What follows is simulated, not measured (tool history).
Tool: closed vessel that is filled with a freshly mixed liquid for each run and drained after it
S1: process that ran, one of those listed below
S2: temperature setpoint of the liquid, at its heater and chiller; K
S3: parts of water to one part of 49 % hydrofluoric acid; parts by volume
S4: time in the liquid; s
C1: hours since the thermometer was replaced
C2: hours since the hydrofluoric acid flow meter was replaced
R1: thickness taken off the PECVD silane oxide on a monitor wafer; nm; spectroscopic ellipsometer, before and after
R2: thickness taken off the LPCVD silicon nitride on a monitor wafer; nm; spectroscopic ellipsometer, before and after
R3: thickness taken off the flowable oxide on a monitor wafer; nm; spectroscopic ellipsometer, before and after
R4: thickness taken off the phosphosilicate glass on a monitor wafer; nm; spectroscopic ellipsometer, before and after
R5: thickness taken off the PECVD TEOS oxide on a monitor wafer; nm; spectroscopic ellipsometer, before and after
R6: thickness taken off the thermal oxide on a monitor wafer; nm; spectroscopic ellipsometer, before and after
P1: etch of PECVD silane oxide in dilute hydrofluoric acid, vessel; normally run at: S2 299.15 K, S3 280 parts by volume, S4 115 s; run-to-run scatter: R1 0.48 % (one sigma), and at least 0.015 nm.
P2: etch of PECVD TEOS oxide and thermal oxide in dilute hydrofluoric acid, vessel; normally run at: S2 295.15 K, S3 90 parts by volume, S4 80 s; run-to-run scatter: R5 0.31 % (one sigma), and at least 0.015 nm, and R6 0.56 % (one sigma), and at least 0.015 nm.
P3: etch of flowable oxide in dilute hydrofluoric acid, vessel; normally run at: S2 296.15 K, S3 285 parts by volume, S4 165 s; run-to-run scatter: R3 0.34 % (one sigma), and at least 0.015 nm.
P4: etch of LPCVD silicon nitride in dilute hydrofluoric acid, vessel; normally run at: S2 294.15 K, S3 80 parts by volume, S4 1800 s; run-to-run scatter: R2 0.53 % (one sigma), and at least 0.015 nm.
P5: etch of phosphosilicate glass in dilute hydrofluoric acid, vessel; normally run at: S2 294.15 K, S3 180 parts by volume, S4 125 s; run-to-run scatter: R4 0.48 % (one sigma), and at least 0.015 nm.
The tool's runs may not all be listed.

run 1 hour=7.8 | S1=P1 S2=299.15 S3=280 S4=115 | C1=1136.4 C2=177.7 | R1=14.099
run 2 hour=17.5 | S1=P4 S2=294.15 S3=110 S4=1800 | C1=1146.1 C2=187.4 | R2=7.1413
run 3 hour=22.5 | S1=P1 S2=295.65 S3=280 S4=115 | C1=1151.1 C2=192.4 | R1=12.438
run 4 hour=32.3 | S1=P1 S2=299.15 S3=280 S4=115 | C1=1160.9 C2=202.2 | R1=14.052
run 5 hour=42.1 | S1=P3 S2=296.15 S3=285 S4=165 | C1=1170.7 C2=212 | R3=15.7
run 6 hour=51.3 | S1=P1 S2=299.15 S3=445 S4=115 | C1=1179.9 C2=221.2 | R1=7.5566
run 7 hour=60.1 | S1=P1 S2=295.15 S3=95 S4=115 | C1=1188.7 C2=230 | R1=44.03
run 8 hour=65.3 | S1=P5 S2=294.15 S3=180 S4=60 | C1=1193.9 C2=235.2 | R4=21.304
run 9 hour=75.1 | S1=P3 S2=296.15 S3=285 S4=165 | C1=1203.7 C2=245 | R3=15.635
run 10 hour=82.1 | S1=P3 S2=296.15 S3=390 S4=165 | C1=1210.7 C2=252 | R3=10.377
run 11 hour=89.5 | S1=P4 S2=294.15 S3=80 S4=1800 | C1=1218.1 C2=259.4 | R2=9.6276
run 12 hour=95.6 | S1=P2 S2=295.15 S3=165 S4=80 | C1=1224.2 C2=265.5 | R5=4.3082 R6=1.8206
run 13 hour=101.4 | S1=P5 S2=290.15 S3=180 S4=125 | C1=1230 C2=271.3 | R4=37.848
run 14 hour=105.8 | S1=P1 S2=299.15 S3=280 S4=115 | C1=1234.4 C2=275.7 | R1=14.081
run 15 hour=110.2 | S1=P4 S2=294.15 S3=80 S4=3260 | C1=1238.8 C2=280.1 | R2=17.509
run 16 hour=118.7 | S1=P2 S2=295.15 S3=90 S4=80 | C1=1247.3 C2=288.6 | R5=8.5723 R6=3.6833
run 17 hour=127.3 | S1=P5 S2=294.15 S3=180 S4=125 | C1=1255.9 C2=297.2 | R4=44.555
run 18 hour=134.4 | S1=P2 S2=295.15 S3=90 S4=30 | C1=1263 C2=304.3 | R5=3.2243 R6=1.3749
run 19 hour=138.8 | S1=P1 S2=299.15 S3=280 S4=115 | C1=1267.4 C2=308.7 | R1=14.145
run 20 hour=145.8 | S1=P2 S2=301.15 S3=90 S4=80 | C1=1274.4 C2=315.7 | R5=10.959 R6=4.6757
run 21 hour=151.6 | S1=P1 S2=299.15 S3=280 S4=205 | C1=1280.2 C2=321.5 | R1=24.885
-- hour=159.8 thermometer replaced
run 22 hour=161.4 | S1=P4 S2=294.15 S3=80 S4=1800 | C1=1.6 C2=331.3 | R2=9.5823
run 23 hour=171.4 | S1=P1 S2=299.15 S3=280 S4=115 | C1=11.6 C2=341.3 | R1=14.087
run 24 hour=178.1 | S1=P5 S2=294.15 S3=105 S4=125 | C1=18.3 C2=348 | R4=82.114
run 25 hour=186 | S1=P1 S2=302.65 S3=280 S4=115 | C1=26.2 C2=355.9 | R1=15.883
run 26 hour=191.5 | S1=P1 S2=299.15 S3=280 S4=50 | C1=31.7 C2=361.4 | R1=6.1202
run 27 hour=195.9 | S1=P3 S2=290.15 S3=285 S4=165 | C1=36.1 C2=365.8 | R3=12.554
run 28 hour=203.5 | S1=P1 S2=299.15 S3=280 S4=115 | C1=43.7 C2=373.4 | R1=14.089
run 29 hour=213 | S1=P3 S2=296.15 S3=285 S4=30 | C1=53.2 C2=382.9 | R3=2.8519
run 30 hour=217.6 | S1=P1 S2=299.15 S3=280 S4=115 | C1=57.8 C2=387.5 | R1=14.07
run 31 hour=224.3 | S1=P4 S2=302.15 S3=80 S4=1800 | C1=64.5 C2=394.2 | R2=16.273
run 32 hour=230.7 | S1=P2 S2=295.15 S3=90 S4=80 | C1=70.9 C2=400.6 | R5=8.6114 R6=3.7071
run 33 hour=240.5 | S1=P1 S2=299.15 S3=120 S4=115 | C1=80.7 C2=410.4 | R1=39.273
run 34 hour=250.4 | S1=P1 S2=299.15 S3=280 S4=115 | C1=90.6 C2=420.3 | R1=14.185
run 35 hour=254.7 | S1=P1 S2=299.15 S3=280 S4=115 | C1=94.9 C2=424.6 | R1=14.218
run 36 hour=263.4 | S1=P1 S2=299.15 S3=280 S4=115 | C1=103.6 C2=433.3 | R1=14.63
run 37 hour=271.7 | S1=P1 S2=299.15 S3=280 S4=115 | C1=111.9 C2=441.6 | R1=14.677
run 38 hour=279.4 | S1=P1 S2=299.15 S3=280 S4=115 | C1=119.6 C2=449.3 | R1=14.679
run 39 hour=284.8 | S1=P1 S2=299.15 S3=280 S4=115 | C1=125 C2=454.7 | R1=14.763
run 40 hour=290.9 | S1=P1 S2=299.15 S3=280 S4=115 | C1=131.1 C2=460.8 | R1=14.751
run 41 hour=299.1 | S1=P1 S2=299.15 S3=280 S4=115 | C1=139.3 C2=469 | R1=14.765

What P1 gives has crept away from where it was. These 2 causes fit the log equally well, each at the size given:
A: hydrofluoric acid flow above the setpoint (%) = 4.14
B: liquid hotter than its thermometer reads (K) = 1.54
The creep began at about hour 250.4.

4 check runs are offered, one wafer each, their results left as question marks. Which one tells the causes apart?
run check 1 hour=307.3 | S1=P2 S2=301.15 S3=155 S4=80 | R5=? R6=?
run check 2 hour=307.3 | S1=P4 S2=298.65 S3=80 S4=1800 | R2=?
run check 3 hour=307.3 | S1=P5 S2=294.15 S3=180 S4=75 | R4=?
run check 4 hour=307.3 | S1=P3 S2=290.15 S3=285 S4=165 | R3=?

What each check would give under each cause:
check=check_1 result=R5 if_A=6.0947 if_B=6.1412
check=check_1 result=R6 if_A=2.6082 if_B=2.628
check=check_2 result=R2 if_A=13.541 if_B=14.385
check=check_3 result=R4 if_A=27.903 if_B=28.214
check=check_4 result=R3 if_A=13.178 if_B=13.285
How far apart the two closest causes lie, in the result that separates them most: check 1 0.76 %; check 2 6.05 %; check 3 1.11 %; check 4 0.8 %
Only check 2 tells the causes apart: in the others they would give nearly the same result.

Check 2 was then run and gave: R2 13.678 nm. Which cause is it?

It is A: hydrofluoric acid flow above the setpoint (%).

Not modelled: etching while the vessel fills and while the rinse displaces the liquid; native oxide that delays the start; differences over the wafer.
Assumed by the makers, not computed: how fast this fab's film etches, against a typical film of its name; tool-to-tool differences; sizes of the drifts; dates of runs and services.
